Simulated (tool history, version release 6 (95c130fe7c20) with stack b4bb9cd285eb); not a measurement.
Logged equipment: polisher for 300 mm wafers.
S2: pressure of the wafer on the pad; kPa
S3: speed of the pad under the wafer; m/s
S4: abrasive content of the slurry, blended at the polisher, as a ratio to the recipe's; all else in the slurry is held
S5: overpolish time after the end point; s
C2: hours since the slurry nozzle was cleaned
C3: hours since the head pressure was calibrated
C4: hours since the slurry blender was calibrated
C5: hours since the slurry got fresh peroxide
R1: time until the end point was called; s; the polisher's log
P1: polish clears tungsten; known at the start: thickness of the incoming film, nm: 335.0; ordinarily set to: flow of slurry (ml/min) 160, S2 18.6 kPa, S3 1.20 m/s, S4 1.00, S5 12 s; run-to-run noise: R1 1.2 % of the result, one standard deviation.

run 1 hour=3.5 | flow_of_slurry_(ml/min)=160 S2=18.6 S3=1.20 S4=1.00 S5=12 | wafers_polished_on_this_pad=324 C2=567.0 C3=234.8 C4=136.8 C5=37.7 | R1=86.189
run 2 hour=6.3 | flow_of_slurry_(ml/min)=160 S2=18.6 S3=1.20 S4=1.20 S5=12 | wafers_polished_on_this_pad=346 C2=569.8 C3=237.6 C4=139.6 C5=40.5 | R1=82.052
run 3 hour=10.3 | flow_of_slurry_(ml/min)=160 S2=18.6 S3=1.82 S4=1.00 S5=12 | wafers_polished_on_this_pad=378 C2=573.8 C3=241.6 C4=143.6 C5=44.5 | R1=57.816
run 4 hour=15.1 | flow_of_slurry_(ml/min)=160 S2=18.6 S3=1.20 S4=1.00 S5=12 | wafers_polished_on_this_pad=415 C2=578.6 C3=246.4 C4=148.4 C5=49.3 | R1=87.412
run 5 hour=18.4 | flow_of_slurry_(ml/min)=160 S2=18.6 S3=1.20 S4=1.00 S5=12 | wafers_polished_on_this_pad=441 C2=581.9 C3=249.7 C4=151.7 C5=52.6 | R1=86.821
run 6 hour=20.8 | flow_of_slurry_(ml/min)=235 S2=18.6 S3=1.20 S4=1.00 S5=12 | wafers_polished_on_this_pad=460 C2=584.3 C3=252.1 C4=154.1 C5=55.0 | R1=78.988
run 7 hour=25.8 | flow_of_slurry_(ml/min)=160 S2=29.0 S3=1.20 S4=1.00 S5=12 | wafers_polished_on_this_pad=499 C2=589.3 C3=257.1 C4=159.1 C5=60.0 | R1=54.631
run 8 hour=30.4 | flow_of_slurry_(ml/min)=160 S2=18.6 S3=1.20 S4=1.00 S5=4 | wafers_polished_on_this_pad=536 C2=593.9 C3=261.7 C4=163.7 C5=64.6 | R1=85.421
run 9 hour=33.3 | flow_of_slurry_(ml/min)=160 S2=8.3 S3=1.20 S4=1.00 S5=12 | wafers_polished_on_this_pad=558 C2=596.8 C3=264.6 C4=166.6 C5=67.5 | R1=190.370
run 10 hour=36.0 | flow_of_slurry_(ml/min)=160 S2=18.6 S3=0.68 S4=1.00 S5=12 | wafers_polished_on_this_pad=580 C2=599.5 C3=267.3 C4=169.3 C5=70.2 | R1=150.810
run 11 hour=38.8 | flow_of_slurry_(ml/min)=160 S2=18.6 S3=1.20 S4=1.00 S5=12 | wafers_polished_on_this_pad=602 C2=602.3 C3=270.1 C4=172.1 C5=73.0 | R1=85.927
run 12 hour=41.5 | flow_of_slurry_(ml/min)=160 S2=18.6 S3=1.20 S4=0.75 S5=4 | wafers_polished_on_this_pad=623 C2=605.0 C3=272.8 C4=174.8 C5=75.7 | R1=91.586
run 13 hour=46.4 | flow_of_slurry_(ml/min)=160 S2=18.6 S3=1.20 S4=0.55 S5=12 | wafers_polished_on_this_pad=661 C2=609.9 C3=277.7 C4=179.7 C5=80.6 | R1=97.035
run 14 hour=50.1 | flow_of_slurry_(ml/min)=95 S2=18.6 S3=1.20 S4=1.00 S5=12 | wafers_polished_on_this_pad=690 C2=613.6 C3=281.4 C4=183.4 C5=84.3 | R1=95.983
run 15 hour=52.6 | flow_of_slurry_(ml/min)=160 S2=18.6 S3=1.20 S4=1.00 S5=19 | wafers_polished_on_this_pad=710 C2=616.1 C3=283.9 C4=185.9 C5=86.8 | R1=85.181
run 16 hour=56.1 | flow_of_slurry_(ml/min)=160 S2=18.6 S3=1.20 S4=1.00 S5=12 | wafers_polished_on_this_pad=737 C2=619.6 C3=287.4 C4=189.4 C5=90.3 | R1=85.408
run 17 hour=60.4 | flow_of_slurry_(ml/min)=160 S2=18.6 S3=1.20 S4=1.00 S5=12 | wafers_polished_on_this_pad=771 C2=623.9 C3=291.7 C4=193.7 C5=94.6 | R1=85.014
run 18 hour=65.4 | flow_of_slurry_(ml/min)=160 S2=18.6 S3=1.20 S4=1.00 S5=12 | wafers_polished_on_this_pad=810 C2=628.9 C3=296.7 C4=198.7 C5=99.6 | R1=87.418
run 19 hour=68.7 | flow_of_slurry_(ml/min)=160 S2=18.6 S3=1.20 S4=1.00 S5=12 | wafers_polished_on_this_pad=836 C2=632.2 C3=300.0 C4=202.0 C5=102.9 | R1=89.747
run 20 hour=73.3 | flow_of_slurry_(ml/min)=160 S2=18.6 S3=1.20 S4=1.00 S5=12 | wafers_polished_on_this_pad=872 C2=636.8 C3=304.6 C4=206.6 C5=107.5 | R1=89.725
-- hour=75.5 head pressure recalibrated
run 21 hour=77.1 | flow_of_slurry_(ml/min)=160 S2=18.6 S3=1.20 S4=1.00 S5=12 | wafers_polished_on_this_pad=902 C2=640.6 C3=1.6 C4=210.4 C5=111.3 | R1=93.597
-- hour=77.8 worn pad replaced by a new one
run 22 hour=81.0 | flow_of_slurry_(ml/min)=160 S2=18.6 S3=1.20 S4=1.00 S5=12 | wafers_polished_on_this_pad=25 C2=644.5 C3=5.5 C4=214.3 C5=115.2 | R1=91.118
run 23 hour=85.9 | flow_of_slurry_(ml/min)=160 S2=18.6 S3=1.20 S4=1.00 S5=12 | wafers_polished_on_this_pad=63 C2=649.4 C3=10.4 C4=219.2 C5=120.1 | R1=91.341
-- hour=89.6 slurry tank refilled with fresh slurry and peroxide
run 24 hour=90.3 | flow_of_slurry_(ml/min)=160 S2=18.6 S3=1.20 S4=1.00 S5=12 | wafers_polished_on_this_pad=98 C2=653.8 C3=14.8 C4=223.6 C5=0.8 | R1=93.045
run 25 hour=94.8 | flow_of_slurry_(ml/min)=160 S2=18.6 S3=1.20 S4=1.00 S5=12 | wafers_polished_on_this_pad=133 C2=658.3 C3=19.3 C4=228.1 C5=5.3 | R1=94.112
run 26 hour=97.2 | flow_of_slurry_(ml/min)=160 S2=18.6 S3=1.20 S4=1.00 S5=12 | wafers_polished_on_this_pad=152 C2=660.7 C3=21.7 C4=230.5 C5=7.7 | R1=93.896
run 27 hour=101.7 | flow_of_slurry_(ml/min)=160 S2=18.6 S3=1.20 S4=1.00 S5=12 | wafers_polished_on_this_pad=187 C2=665.2 C3=26.2 C4=235.0 C5=12.2 | R1=91.841

The log shows P1 creeping away from where it was. Any of the 2 causes listed here, at the size stated for it, fits the log just as well as the others:
A: abrasive missing from the slurry, % = 32.2
B: slurry flow missing at the pad, % = 36.1
The drift started at roughly hour 60.4.
Other possible causes, and why each is ruled out:
removal rate lost through wear of the pad, %: serviced after onset, at hour 77.8, with no recovery of the prior output
head's pressure below its setpoint, %: serviced after onset, at hour 75.5, with no recovery of the prior output
peroxide lost from the slurry, %: serviced after onset, at hour 89.6, with no recovery of the prior output

Which of the 4 check runs listed below, each an average over 3 wafers with its results shown as question marks, gives clearly different results under the different listed causes?
run check 1 hour=106.2 | flow_of_slurry_(ml/min)=160 S2=28.3 S3=1.20 S4=1.00 S5=12 | R1=?
run check 2 hour=106.2 | flow_of_slurry_(ml/min)=95 S2=18.6 S3=0.80 S4=1.00 S5=12 | R1=?
run check 3 hour=106.2 | flow_of_slurry_(ml/min)=160 S2=9.7 S3=1.20 S4=1.00 S5=7 | R1=?
run check 4 hour=106.2 | flow_of_slurry_(ml/min)=160 S2=11.7 S3=1.20 S4=1.00 S5=7 | R1=?

Expected result of each check under each candidate cause:
check=check_1 result=R1 if_A=61.483 if_B=61.490
check=check_2 result=R1 if_A=156.150 if_B=164.520
check=check_3 result=R1 if_A=180.060 if_B=180.080
check=check_4 result=R1 if_A=148.280 if_B=148.300
Per-check spread between the two closest causes, in the result where they differ most: check 1 0.01 %; check 2 5.22 %; check 3 0.01 %; check 4 0.01 %
The other checks would show nearly matching results whichever cause is true, so check 2 is the only one that separates the causes.

Then check 2 was run and gave: R1 167.070 s. Which cause is it?

B is the cause: slurry flow missing at the pad, %.

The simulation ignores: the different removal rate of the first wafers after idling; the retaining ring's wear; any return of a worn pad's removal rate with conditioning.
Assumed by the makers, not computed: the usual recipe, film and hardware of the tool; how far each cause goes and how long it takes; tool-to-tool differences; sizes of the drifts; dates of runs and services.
